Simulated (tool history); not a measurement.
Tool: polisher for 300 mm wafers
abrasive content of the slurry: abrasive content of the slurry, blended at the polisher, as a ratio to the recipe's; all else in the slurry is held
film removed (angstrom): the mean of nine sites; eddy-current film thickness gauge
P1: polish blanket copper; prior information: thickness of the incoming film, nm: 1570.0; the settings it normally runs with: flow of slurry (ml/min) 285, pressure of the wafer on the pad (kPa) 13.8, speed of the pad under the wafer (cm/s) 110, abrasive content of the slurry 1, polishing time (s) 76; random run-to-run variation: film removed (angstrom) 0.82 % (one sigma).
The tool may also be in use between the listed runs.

| run | hour | flow of slurry (ml/min) | pressure of the wafer on the pad (kPa) | speed of the pad under the wafer (cm/s) | abrasive content of the slurry | polishing time (s) | wafers polished on this pad | hours since the slurry nozzle was cleaned | hours since the head pressure was calibrated | hours since the slurry blender was calibrated | film removed (angstrom) |
|---|---|---|---|---|---|---|---|---|---|---|---|
| 1 | 13.8 | 285 | 13.8 | 110 | 1 | 76 | 622 | 423.8 | 100.5 | 182.2 | 1913.2 |
| 2 | 21.1 | 285 | 13.8 | 110 | 0.65 | 76 | 677 | 431.1 | 107.8 | 189.5 | 1738.3 |
| 3 | 28.5 | 435 | 13.8 | 110 | 1 | 95 | 733 | 438.5 | 115.2 | 196.9 | 2457.1 |
| 4 | 42.3 | 285 | 13.8 | 110 | 1 | 76 | 837 | 452.3 | 129 | 210.7 | 1934.6 |
| 5 | 51 | 285 | 13.8 | 110 | 1 | 38 | 903 | 461 | 137.7 | 219.4 | 970.65 |
| 6 | 60.9 | 285 | 18.6 | 110 | 1 | 76 | 978 | 470.9 | 147.6 | 229.3 | 2550.7 |
|  | 67.6 | slurry blender recalibrated |
| 7 | 68.5 | 285 | 6.2 | 110 | 1 | 76 | 1035 | 478.5 | 155.2 | 1 | 862.34 |
| 8 | 83.3 | 285 | 13.8 | 148 | 1 | 76 | 1147 | 493.3 | 170 | 15.8 | 2566.2 |
| 9 | 91.5 | 285 | 13.8 | 110 | 1 | 99 | 1209 | 501.5 | 178.2 | 24 | 2458 |
| 10 | 105.5 | 385 | 13.8 | 110 | 1 | 76 | 1315 | 515.5 | 192.2 | 38 | 1971.1 |
| 11 | 119.7 | 285 | 13.8 | 110 | 1 | 76 | 1423 | 529.7 | 206.4 | 52.2 | 1920 |
| 12 | 134.5 | 285 | 20.7 | 110 | 1.3 | 76 | 1534 | 544.5 | 221.2 | 67 | 3004.4 |
| 13 | 145.8 | 285 | 13.8 | 110 | 1 | 76 | 1620 | 555.8 | 232.5 | 78.3 | 1915.5 |
| 14 | 160.4 | 285 | 13.8 | 110 | 0.65 | 101 | 1730 | 570.4 | 247.1 | 92.9 | 2307 |
| 15 | 168.6 | 285 | 13.8 | 110 | 1 | 76 | 1792 | 578.6 | 255.3 | 101.1 | 1908.8 |
| 16 | 184.6 | 170 | 13.8 | 110 | 1 | 76 | 1913 | 594.6 | 271.3 | 117.1 | 1808.7 |
| 17 | 197.9 | 285 | 13.8 | 110 | 1 | 76 | 2014 | 607.9 | 284.6 | 130.4 | 1944.7 |
| 18 | 206.9 | 285 | 13.8 | 110 | 1.3 | 76 | 2082 | 616.9 | 293.6 | 139.4 | 2052.3 |
| 19 | 218.9 | 285 | 13.8 | 50 | 1 | 76 | 2173 | 628.9 | 305.6 | 151.4 | 877.3 |
| 20 | 228.9 | 285 | 13.8 | 110 | 1 | 76 | 2248 | 638.9 | 315.6 | 161.4 | 1937.9 |
| 21 | 241.4 | 285 | 13.8 | 110 | 1 | 76 | 2343 | 651.4 | 328.1 | 173.9 | 1874.8 |
| 22 | 253 | 285 | 13.8 | 110 | 1 | 76 | 2431 | 663 | 339.7 | 185.5 | 1848.3 |
| 23 | 263.8 | 285 | 13.8 | 110 | 1 | 76 | 2512 | 673.8 | 350.5 | 196.3 | 1821.9 |
|  | 268.9 | slurry blender recalibrated |
|  | 274.2 | worn pad replaced by a new one |
| 24 | 276.1 | 285 | 13.8 | 110 | 1 | 76 | 14 | 686.1 | 362.8 | 7.3 | 1832.6 |
| 25 | 289.8 | 285 | 13.8 | 110 | 1 | 76 | 118 | 699.8 | 376.5 | 21 | 1808.1 |
| 26 | 305.8 | 285 | 13.8 | 110 | 1 | 76 | 239 | 715.8 | 392.5 | 37 | 1835 |

What does the tool deliver on the next run?
| 27 | 318.4 | 285 | 13.8 | 110 | 1 | 76 | 334 | 728.4 | 405.1 | 49.6 | ? |

{"run 27": {"film removed (angstrom)": 1812.5}}
